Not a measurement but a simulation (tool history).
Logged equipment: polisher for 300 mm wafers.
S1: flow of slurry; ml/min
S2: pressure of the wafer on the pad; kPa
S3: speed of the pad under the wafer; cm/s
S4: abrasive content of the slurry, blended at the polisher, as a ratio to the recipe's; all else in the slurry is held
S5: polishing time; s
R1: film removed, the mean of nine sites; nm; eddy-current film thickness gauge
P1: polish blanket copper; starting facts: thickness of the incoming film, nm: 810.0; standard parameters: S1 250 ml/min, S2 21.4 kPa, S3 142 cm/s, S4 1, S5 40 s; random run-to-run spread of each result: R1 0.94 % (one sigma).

run 1 hour=12.6 | S1=250 S2=21.4 S3=142 S4=1 S5=40 | R1=160.24
run 2 hour=28.3 | S1=250 S2=21.4 S3=142 S4=1 S5=40 | R1=162.52
run 3 hour=36.5 | S1=250 S2=21.4 S3=142 S4=1 S5=40 | R1=161.89
run 4 hour=44.9 | S1=250 S2=21.4 S3=142 S4=1 S5=59 | R1=242.99
run 5 hour=57.9 | S1=250 S2=9.7 S3=142 S4=1 S5=40 | R1=72.359
-- hour=61.9 slurry blender recalibrated
run 6 hour=69.6 | S1=330 S2=21.4 S3=142 S4=1 S5=40 | R1=168.06
run 7 hour=84.1 | S1=250 S2=21.4 S3=142 S4=1 S5=18 | R1=72.77
run 8 hour=92.4 | S1=250 S2=21.4 S3=142 S4=1 S5=40 | R1=160.48
run 9 hour=103.7 | S1=250 S2=21.4 S3=142 S4=1.25 S5=57 | R1=241.3
run 10 hour=116.1 | S1=250 S2=33.8 S3=142 S4=1 S5=40 | R1=253.18
run 11 hour=128 | S1=250 S2=21.4 S3=64 S4=1 S5=40 | R1=73.914
run 12 hour=136.1 | S1=150 S2=21.4 S3=142 S4=1 S5=40 | R1=148.58
run 13 hour=148.7 | S1=250 S2=21.4 S3=142 S4=1 S5=40 | R1=160.29
run 14 hour=159.1 | S1=250 S2=21.4 S3=142 S4=1 S5=40 | R1=160.05
run 15 hour=170.1 | S1=250 S2=21.4 S3=142 S4=0.5 S5=40 | R1=140.97
run 16 hour=181.9 | S1=250 S2=28.3 S3=194 S4=1 S5=40 | R1=291.27
run 17 hour=198.3 | S1=250 S2=21.4 S3=220 S4=1 S5=40 | R1=254.72
run 18 hour=209.6 | S1=250 S2=21.4 S3=142 S4=1.4 S5=40 | R1=173.34
run 19 hour=222.6 | S1=250 S2=21.4 S3=142 S4=1 S5=40 | R1=161.62
run 20 hour=233.5 | S1=250 S2=21.4 S3=142 S4=1 S5=40 | R1=160.77
run 21 hour=248.8 | S1=250 S2=21.4 S3=142 S4=1 S5=40 | R1=159.59
run 22 hour=265.4 | S1=250 S2=21.4 S3=142 S4=1 S5=40 | R1=155.25
run 23 hour=278.5 | S1=250 S2=21.4 S3=142 S4=1 S5=40 | R1=151.52
-- hour=285.6 slurry blender recalibrated
run 24 hour=290 | S1=250 S2=21.4 S3=142 S4=1 S5=40 | R1=153.63
-- hour=293.5 head pressure recalibrated
run 25 hour=303.4 | S1=250 S2=21.4 S3=142 S4=1 S5=40 | R1=153.63
run 26 hour=317.5 | S1=250 S2=21.4 S3=142 S4=1 S5=40 | R1=153.84
run 27 hour=327.7 | S1=250 S2=21.4 S3=142 S4=1 S5=40 | R1=152.17

What P1 gives has crept off from where it sat before. The 2 causes that follow fit the log equally well, each at the size noted:
A: removal rate lost through wear of the pad, % = 5.14
B: slurry flow missing at the pad, % = 33.4
Onset of the creep was near hour 233.5.
Ruled out, with reasons:
head's pressure below its setpoint, %: serviced at hour 293.5, after the change had begun; the process did not return to its earlier output
abrasive missing from the slurry, %: serviced at hour 285.6, after the change had begun; the process did not return to its earlier output

4 check runs are offered, each on 5 wafers whose results are averaged, their results left as question marks. Which one tells the causes apart?
run check 1 hour=337.9 | S1=150 S2=31 S3=142 S4=1 S5=40 | R1=?
run check 2 hour=337.9 | S1=250 S2=21.4 S3=92 S4=0.6 S5=40 | R1=?
run check 3 hour=337.9 | S1=250 S2=21.4 S3=102 S4=0.55 S5=40 | R1=?
run check 4 hour=337.9 | S1=250 S2=30.3 S3=64 S4=1 S5=40 | R1=?

Predicted outcomes, by check and by cause:
check=check_1 result=R1 if_A=208 if_B=201.49
check=check_2 result=R1 if_A=89.527 if_B=89.532
check=check_3 result=R1 if_A=97.548 if_B=97.553
check=check_4 result=R1 if_A=98.29 if_B=98.295
Minimum pairwise separation of causes per check, each pair taken at its best-separating result: check 1 3.18 %; check 2 0.01 %; check 3 0.01 %; check 4 0.01 %
Only in check 1 would the causes give clearly different results; in the remaining checks their results would be nearly the same.

The results of check 1 are: R1 207.62 nm. Based on these, which of the listed causes is it?

Of the candidate causes, it is A: removal rate lost through wear of the pad, %.

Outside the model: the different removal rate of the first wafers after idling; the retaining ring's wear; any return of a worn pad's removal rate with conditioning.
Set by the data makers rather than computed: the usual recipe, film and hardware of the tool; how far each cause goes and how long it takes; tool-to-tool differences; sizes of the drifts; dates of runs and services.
